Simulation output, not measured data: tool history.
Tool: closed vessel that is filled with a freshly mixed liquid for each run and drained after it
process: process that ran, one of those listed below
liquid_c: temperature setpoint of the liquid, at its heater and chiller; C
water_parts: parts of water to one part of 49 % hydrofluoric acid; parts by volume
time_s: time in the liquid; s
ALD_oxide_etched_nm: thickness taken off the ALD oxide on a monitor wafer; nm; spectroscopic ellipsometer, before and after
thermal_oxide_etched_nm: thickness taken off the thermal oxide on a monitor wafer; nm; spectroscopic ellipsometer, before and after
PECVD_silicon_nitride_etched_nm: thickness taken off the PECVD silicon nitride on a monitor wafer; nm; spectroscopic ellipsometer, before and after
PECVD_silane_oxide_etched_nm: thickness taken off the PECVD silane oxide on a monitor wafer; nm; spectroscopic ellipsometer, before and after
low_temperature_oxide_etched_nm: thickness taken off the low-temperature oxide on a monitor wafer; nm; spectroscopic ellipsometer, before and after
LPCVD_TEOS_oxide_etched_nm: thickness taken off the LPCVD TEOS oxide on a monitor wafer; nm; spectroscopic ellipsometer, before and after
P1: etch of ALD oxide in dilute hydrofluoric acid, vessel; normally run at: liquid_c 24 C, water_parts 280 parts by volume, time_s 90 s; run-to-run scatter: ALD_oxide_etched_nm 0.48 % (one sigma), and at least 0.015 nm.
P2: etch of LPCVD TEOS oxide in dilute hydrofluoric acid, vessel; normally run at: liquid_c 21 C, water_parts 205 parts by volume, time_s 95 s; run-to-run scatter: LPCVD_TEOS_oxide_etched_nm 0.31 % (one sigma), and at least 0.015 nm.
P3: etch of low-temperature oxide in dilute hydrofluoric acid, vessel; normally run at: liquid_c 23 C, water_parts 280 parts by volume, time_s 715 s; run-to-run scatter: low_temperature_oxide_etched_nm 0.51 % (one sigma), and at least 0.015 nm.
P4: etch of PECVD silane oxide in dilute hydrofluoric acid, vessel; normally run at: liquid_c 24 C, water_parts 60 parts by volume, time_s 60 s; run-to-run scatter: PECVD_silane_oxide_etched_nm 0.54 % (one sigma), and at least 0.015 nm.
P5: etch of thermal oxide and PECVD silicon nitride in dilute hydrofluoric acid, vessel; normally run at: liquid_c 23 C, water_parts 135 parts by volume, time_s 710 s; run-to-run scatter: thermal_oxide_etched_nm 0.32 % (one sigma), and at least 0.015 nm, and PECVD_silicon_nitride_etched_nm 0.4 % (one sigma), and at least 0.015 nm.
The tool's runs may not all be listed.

run   hour  process  liquid_c  water_parts  time_s  hours since the thermometer was replaced  hours since the hydrofluoric acid flow meter was replaced  ALD_oxide_etched_nm  thermal_oxide_etched_nm  PECVD_silicon_nitride_etched_nm  PECVD_silane_oxide_etched_nm  low_temperature_oxide_etched_nm  LPCVD_TEOS_oxide_etched_nm
  1    8.5       P1        24          280      90                                    1067.8                                                        414               4.4953
  2   14.7       P5        23          135    1405                                      1074                                                      420.2                                        46.212                           28.085
  3   22.6       P1        24          280      90                                    1081.9                                                      428.1                4.448
  4   32.4       P4        20           60      60                                    1091.7                                                      437.9                                                                                                       38.556
  5   37.9       P5        30          135     710                                    1097.2                                                      443.4                                        30.346                           21.964
  6   50.2       P4        24           60      60                                    1109.5                                                      455.7                                                                                                       45.707
      54.2  -- thermometer replaced
  7   59.2       P3        23          110     715                                       5.1                                                      464.7                                                                                                                                        119.74
  8   69.5       P5        23          135     710                                      15.4                                                        475                                        23.388                           14.197
  9   78.3       P1        24          280      30                                      24.2                                                      483.8                1.511
 10     90       P1        24          280      90                                      35.9                                                      495.5               4.4976
 11   97.2       P2        21          205      95                                      43.1                                                      502.7                                                                                                                                                                    9.8671
 12  108.7       P3        23          280     115                                      54.6                                                      514.2                                                                                                                                        6.3925
 13  116.8       P5        23          135     710                                      62.7                                                      522.3                                        23.356                           14.032
 14  128.9       P5        23           60     710                                      74.8                                                      534.4                                        57.245                             31.2
 15  139.7       P2        21           95      95                                      85.6                                                      545.2                                                                                                                                                                    23.778
 16  147.5       P1        24          280     180                                      93.4                                                        553               8.9497
 17  156.5       P1      29.5          280      90                                     102.4                                                        562               5.4065
 18  168.1       P1        24          440      90                                       114                                                      573.6               2.4416
 19  176.5       P1        24          280      90                                     122.4                                                        582               4.4501
 20  188.7       P1        24          280      90                                     134.6                                                      594.2               4.4746
 21    196       P4        24          105      60                                     141.9                                                      601.5                                                                                                       24.586
 22  205.2       P3      27.5          280     715                                     151.1                                                      610.7                                                                                                                                        45.801
 23  216.9       P1        17          280      90                                     162.8                                                      622.4               3.4938
 24  224.4       P2        21          205     150                                     170.3                                                      629.9                                                                                                                                                                    15.607
 25  230.3       P1        17          185      90                                     176.2                                                      635.8               5.6812
 26  238.9       P3        23          280     715                                     184.8                                                      644.4                                                                                                                                         39.99
 27  247.4       P2        28          205      95                                     193.3                                                      652.9                                                                                                                                                                    12.714
 28  258.3       P1        24          165      90                                     204.2                                                      663.8               8.6154
 29  265.5       P4        24           60      30                                     211.4                                                        671                                                                                                       22.621
 30  278.2       P1        24          280      90                                     224.1                                                      683.7               4.4673
 31  288.2       P1        24          280      90                                     234.1                                                      693.7               4.5371
 32  296.2       P1        24          280      90                                     242.1                                                      701.7               4.5855
 33  306.8       P1        24          280      90                                     252.7                                                      712.3               4.6142
 34  316.5       P1        24          280      90                                     262.4                                                        722               4.6438
 35    329       P1        24          280      90                                     274.9                                                      734.5               4.6605
 36    338       P1        24          280      90                                     283.9                                                      743.5               4.6571

Run 37 comes next. What will it give?
 37  348.4       P1        24          280      90                                     294.3                                                      753.9                    ?

Run 37 gave ALD_oxide_etched_nm 4.6727 nm.
